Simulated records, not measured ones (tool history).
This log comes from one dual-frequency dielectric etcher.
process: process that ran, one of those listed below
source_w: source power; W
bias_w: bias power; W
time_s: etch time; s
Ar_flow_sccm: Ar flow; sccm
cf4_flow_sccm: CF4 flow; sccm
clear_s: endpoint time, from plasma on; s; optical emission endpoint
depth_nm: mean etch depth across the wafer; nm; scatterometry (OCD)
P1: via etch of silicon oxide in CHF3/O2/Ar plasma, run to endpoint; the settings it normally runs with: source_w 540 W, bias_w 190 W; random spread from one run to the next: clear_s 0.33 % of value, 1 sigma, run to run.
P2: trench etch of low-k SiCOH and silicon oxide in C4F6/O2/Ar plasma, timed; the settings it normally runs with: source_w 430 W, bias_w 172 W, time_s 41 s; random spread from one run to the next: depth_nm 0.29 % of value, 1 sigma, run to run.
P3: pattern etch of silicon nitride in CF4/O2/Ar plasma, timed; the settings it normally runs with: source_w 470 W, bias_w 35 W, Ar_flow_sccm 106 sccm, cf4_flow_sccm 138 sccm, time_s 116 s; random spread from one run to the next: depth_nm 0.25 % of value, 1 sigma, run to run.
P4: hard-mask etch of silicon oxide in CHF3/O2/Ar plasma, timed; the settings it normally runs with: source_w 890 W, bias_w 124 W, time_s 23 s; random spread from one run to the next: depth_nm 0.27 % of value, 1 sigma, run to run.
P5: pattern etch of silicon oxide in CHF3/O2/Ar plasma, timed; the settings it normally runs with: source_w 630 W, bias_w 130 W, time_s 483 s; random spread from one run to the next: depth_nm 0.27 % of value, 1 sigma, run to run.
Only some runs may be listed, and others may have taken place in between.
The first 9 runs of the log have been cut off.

run,day,process,source_w,bias_w,time_s,Ar_flow_sccm,cf4_flow_sccm,hours since the last wet clean,hours since the last source power generator calibration,hours since the last bias power generator calibration,clear_s,depth_nm
10,1.838,P1,690,235,,,,315.4,553,463.4,191.2,
11,2.033,P3,470,35,171,106,138,320.1,557.7,468.1,,276.91
12,2.242,P3,470,35,116,135,138,325.1,562.7,473.1,,182.97
13,2.4,P1,540,190,,,,328.9,566.5,476.9,226.17,
14,2.617,P2,430,103,41,,,334.1,571.7,482.1,,118
15,2.879,P2,430,172,41,,,340.4,578,488.4,,137.07
16,3.025,P4,890,124,23,,,343.9,581.5,491.9,,46.688
17,3.154,P3,470,22,116,106,138,347,584.6,495,,162.88
18,3.371,P1,660,190,,,,352.2,589.8,500.2,210.39,
19,3.638,P3,470,35,116,106,172,358.6,596.2,506.6,,193.75
20,3.788,P2,430,172,25.5,,,362.2,599.8,510.2,,85.296
21,3.983,P1,350,190,,,,366.9,604.5,514.9,266,
22,4.233,P1,540,190,,,,372.9,610.5,520.9,225.99,
23,4.379,P4,890,90,23,,,376.4,614,524.4,,42.334
24,4.558,P5,630,130,701.5,,,380.7,618.3,528.7,,1277.2
25,4.812,P1,540,227,,,,386.8,624.4,534.8,211.99,
26,5.062,P5,440,130,483,,,392.8,630.4,540.8,,766.7
27,5.304,P4,890,124,30,,,398.6,636.2,546.6,,60.694
28,5.554,P1,540,190,,,,404.6,642.2,552.6,225.29,
29,5.712,P3,470,35,116,106,138,408.4,646,556.4,,188.75
30,5.958,P1,540,190,,,,414.3,651.9,562.3,226.66,
31,6.112,P1,540,190,,,,418,655.6,566,227.57,

Estimate the outcome of run 32 from the log above:
32,6.233,P1,540,190,,,,420.9,658.5,568.9,?,

clear_s: 227.08 s
